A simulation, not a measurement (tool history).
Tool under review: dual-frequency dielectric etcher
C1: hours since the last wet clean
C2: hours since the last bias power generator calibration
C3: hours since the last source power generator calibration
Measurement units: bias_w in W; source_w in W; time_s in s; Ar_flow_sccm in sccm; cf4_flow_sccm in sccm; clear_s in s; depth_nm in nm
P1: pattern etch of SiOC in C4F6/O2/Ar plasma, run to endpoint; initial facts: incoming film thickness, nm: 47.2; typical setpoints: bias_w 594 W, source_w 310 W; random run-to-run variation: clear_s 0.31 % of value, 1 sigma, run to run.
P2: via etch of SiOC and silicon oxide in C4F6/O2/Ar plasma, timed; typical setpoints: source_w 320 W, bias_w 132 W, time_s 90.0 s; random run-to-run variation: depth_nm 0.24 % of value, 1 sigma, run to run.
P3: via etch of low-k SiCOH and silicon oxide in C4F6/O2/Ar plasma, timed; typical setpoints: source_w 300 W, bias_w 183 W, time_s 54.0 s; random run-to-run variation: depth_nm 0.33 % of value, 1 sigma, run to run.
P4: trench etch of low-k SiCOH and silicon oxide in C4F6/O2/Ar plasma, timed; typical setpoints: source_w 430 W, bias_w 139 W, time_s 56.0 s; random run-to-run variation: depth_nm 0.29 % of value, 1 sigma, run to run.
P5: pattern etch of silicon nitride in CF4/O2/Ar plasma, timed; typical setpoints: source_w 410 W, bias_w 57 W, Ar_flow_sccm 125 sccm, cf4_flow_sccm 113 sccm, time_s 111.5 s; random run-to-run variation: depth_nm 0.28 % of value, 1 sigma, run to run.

Run 1, hour 14.8: process P1, bias_w 594 W, source_w 310 W; C1 198.7; C2 1848.6; C3 488.0. Result: clear_s 16.641 s.
Run 2, hour 30.9: process P1, bias_w 594 W, source_w 310 W; C1 214.8; C2 1864.7; C3 504.1. Result: clear_s 16.570 s.
Run 3, hour 41.9: process P3, bias_w 183 W, source_w 300 W, time_s 54.0 s; C1 225.8; C2 1875.7; C3 515.1. Result: depth_nm 125.960 nm.
Run 4, hour 50.0: process P4, bias_w 139 W, source_w 430 W, time_s 56.0 s; C1 233.9; C2 1883.8; C3 523.2. Result: depth_nm 170.420 nm.
Run 5, hour 60.8: process P2, bias_w 93 W, source_w 320 W, time_s 90.0 s; C1 244.7; C2 1894.6; C3 534.0. Result: depth_nm 76.928 nm.
Run 6, hour 71.7: process P1, bias_w 594 W, source_w 310 W; C1 255.6; C2 1905.5; C3 544.9. Result: clear_s 16.604 s.
At hour 72.4: bias power generator calibrated.
Run 7, hour 83.3: process P5, bias_w 57 W, source_w 410 W, time_s 111.5 s, Ar_flow_sccm 125 sccm, cf4_flow_sccm 113 sccm; C1 267.2; C2 11.0; C3 556.5. Result: depth_nm 186.270 nm.
Run 8, hour 94.2: process P5, bias_w 57 W, source_w 410 W, time_s 111.5 s, Ar_flow_sccm 90 sccm, cf4_flow_sccm 113 sccm; C1 278.1; C2 21.9; C3 567.4. Result: depth_nm 193.190 nm.
Run 9, hour 103.7: process P2, bias_w 132 W, source_w 320 W, time_s 90.0 s; C1 287.6; C2 31.4; C3 576.9. Result: depth_nm 84.422 nm.
Run 10, hour 111.7: process P2, bias_w 132 W, source_w 320 W, time_s 112.0 s; C1 295.6; C2 39.4; C3 584.9. Result: depth_nm 105.510 nm.
Run 11, hour 124.1: process P1, bias_w 594 W, source_w 310 W; C1 308.0; C2 51.8; C3 597.3. Result: clear_s 16.755 s.
Run 12, hour 139.5: process P4, bias_w 194 W, source_w 430 W, time_s 56.0 s; C1 323.4; C2 67.2; C3 612.7. Result: depth_nm 188.630 nm.
Run 13, hour 148.6: process P5, bias_w 57 W, source_w 550 W, time_s 111.5 s, Ar_flow_sccm 125 sccm, cf4_flow_sccm 113 sccm; C1 332.5; C2 76.3; C3 621.8. Result: depth_nm 240.320 nm.
Run 14, hour 157.5: process P1, bias_w 771 W, source_w 310 W; C1 341.4; C2 85.2; C3 630.7. Result: clear_s 15.045 s.
Run 15, hour 168.7: process P4, bias_w 139 W, source_w 430 W, time_s 33.0 s; C1 352.6; C2 96.4; C3 641.9. Result: depth_nm 100.510 nm.
Run 16, hour 182.0: process P1, bias_w 424 W, source_w 310 W; C1 365.9; C2 109.7; C3 655.2. Result: clear_s 18.933 s.
Run 17, hour 190.9: process P3, bias_w 183 W, source_w 300 W, time_s 30.0 s; C1 374.8; C2 118.6; C3 664.1. Result: depth_nm 69.839 nm.
Run 18, hour 203.6: process P5, bias_w 69 W, source_w 410 W, time_s 111.5 s, Ar_flow_sccm 125 sccm, cf4_flow_sccm 113 sccm; C1 387.5; C2 131.3; C3 676.8. Result: depth_nm 200.550 nm.
Run 19, hour 217.1: process P1, bias_w 594 W, source_w 310 W; C1 401.0; C2 144.8; C3 690.3. Result: clear_s 16.716 s.
Run 20, hour 228.8: process P5, bias_w 57 W, source_w 410 W, time_s 78.5 s, Ar_flow_sccm 125 sccm, cf4_flow_sccm 113 sccm; C1 412.7; C2 156.5; C3 702.0. Result: depth_nm 130.910 nm.
Run 21, hour 240.7: process P1, bias_w 594 W, source_w 230 W; C1 424.6; C2 168.4; C3 713.9. Result: clear_s 18.599 s.
At hour 248.7: source power generator calibrated.
Run 22, hour 248.7: process P1, bias_w 594 W, source_w 420 W; C1 432.6; C2 176.4; C3 0.1. Result: clear_s 14.918 s.
At hour 258.3: wet clean of the chamber.
Run 23, hour 261.5: process P3, bias_w 183 W, source_w 220 W, time_s 54.0 s; C1 3.2; C2 189.2; C3 12.9. Result: depth_nm 111.770 nm.
Run 24, hour 273.3: process P4, bias_w 139 W, source_w 310 W, time_s 56.0 s; C1 15.0; C2 201.0; C3 24.7. Result: depth_nm 150.450 nm.
Run 25, hour 283.4: process P2, bias_w 132 W, source_w 320 W, time_s 90.0 s; C1 25.1; C2 211.1; C3 34.8. Result: depth_nm 84.522 nm.
Run 26, hour 291.4: process P1, bias_w 814 W, source_w 430 W; C1 33.1; C2 219.1; C3 42.8. Result: clear_s 13.101 s.
Run 27, hour 299.4: process P4, bias_w 139 W, source_w 430 W, time_s 56.0 s; C1 41.1; C2 227.1; C3 50.8. Result: depth_nm 169.660 nm.
Run 28, hour 313.3: process P1, bias_w 594 W, source_w 310 W; C1 55.0; C2 241.0; C3 64.7. Result: clear_s 16.785 s.
Run 29, hour 326.9: process P5, bias_w 57 W, source_w 410 W, time_s 111.5 s, Ar_flow_sccm 125 sccm, cf4_flow_sccm 83 sccm; C1 68.6; C2 254.6; C3 78.3. Result: depth_nm 179.600 nm.
Run 30, hour 334.3: process P2, bias_w 132 W, source_w 190 W, time_s 90.0 s; C1 76.0; C2 262.0; C3 85.7. Result: depth_nm 68.925 nm.
Run 31, hour 348.7: process P3, bias_w 257 W, source_w 300 W, time_s 54.0 s; C1 90.4; C2 276.4; C3 100.1. Result: depth_nm 141.010 nm.
Run 32, hour 358.9: process P1, bias_w 594 W, source_w 310 W; C1 100.6; C2 286.6; C3 110.3. Result: clear_s 16.617 s.
Run 33, hour 371.8: process P1, bias_w 594 W, source_w 310 W; C1 113.5; C2 299.5; C3 123.2. Result: clear_s 16.551 s.
Run 34, hour 384.1: process P1, bias_w 594 W, source_w 310 W; C1 125.8; C2 311.8; C3 135.5. Result: clear_s 16.545 s.
Run 35, hour 394.3: process P1, bias_w 594 W, source_w 310 W; C1 136.0; C2 322.0; C3 145.7. Result: clear_s 16.547 s.
Run 36, hour 403.2: process P1, bias_w 594 W, source_w 310 W; C1 144.9; C2 330.9; C3 154.6. Result: clear_s 16.502 s.
At hour 404.2: wet clean of the chamber.
Run 37, hour 413.1: process P1, bias_w 594 W, source_w 310 W; C1 9.0; C2 340.8; C3 164.5. Result: clear_s 16.539 s.
Run 38, hour 428.2: process P1, bias_w 594 W, source_w 310 W; C1 24.1; C2 355.9; C3 179.6. Result: clear_s 16.442 s.
Run 39, hour 440.0: process P1, bias_w 594 W, source_w 310 W; C1 35.9; C2 367.7; C3 191.4. Result: clear_s 16.444 s.
Run 40, hour 453.0: process P1, bias_w 594 W, source_w 310 W; C1 48.9; C2 380.7; C3 204.4. Result: clear_s 16.396 s.
Run 41, hour 466.1: process P1, bias_w 594 W, source_w 310 W; C1 62.0; C2 393.8; C3 217.5. Result: clear_s 16.414 s.
Run 42, hour 479.6: process P1, bias_w 594 W, source_w 310 W; C1 75.5; C2 407.3; C3 231.0. Result: clear_s 16.472 s.
Run 43, hour 487.1: process P1, bias_w 594 W, source_w 310 W; C1 83.0; C2 414.8; C3 238.5. Result: clear_s 16.406 s.

Compared with where it was, what P1 gives has crept away. Each cause listed below fits the log as well as the rest, at the size given for it:
A: source power that arrives over what is set, % = 4.33
B: bias power that arrives over what is set, % = 4.07
The creep began at about hour 358.9.
Each remaining cause and why it is not a fit:
chamber walls in a state that raises the etch rate, %: serviced at hour 404.2, which brought nothing back

Each of the 4 check runs below uses one wafer; its results are left as question marks. Which run tells the causes apart?
Run check 1, hour 494.6: process P5, bias_w 57 W, source_w 410 W, time_s 111.5 s, Ar_flow_sccm 92 sccm, cf4_flow_sccm 113 sccm. Result: depth_nm ?.
Run check 2, hour 494.6: process P3, bias_w 243 W, source_w 300 W, time_s 34.5 s. Result: depth_nm ?.
Run check 3, hour 494.6: process P2, bias_w 98 W, source_w 250 W, time_s 90.0 s. Result: depth_nm ?.
Run check 4, hour 494.6: process P4, bias_w 181 W, source_w 430 W, time_s 56.0 s. Result: depth_nm ?.

Predicted outcomes, by check and by cause:
  check    result     if A     if B
check 1  depth_nm  199.940  195.650
check 2  depth_nm   89.955   89.736
check 3  depth_nm   71.626   71.252
check 4  depth_nm  187.590  186.860
Smallest distance between any two causes, each pair judged by its most separating result, in per cent: check 1 2.17 %; check 2 0.24 %; check 3 0.52 %; check 4 0.39 %
Only in check 1 would the causes give clearly different results; in the remaining checks their results would be nearly the same.

Check 1 was carried out, with these results: depth_nm 195.500 nm. Which of the listed causes is responsible?

The cause is B: bias power that arrives over what is set, %.
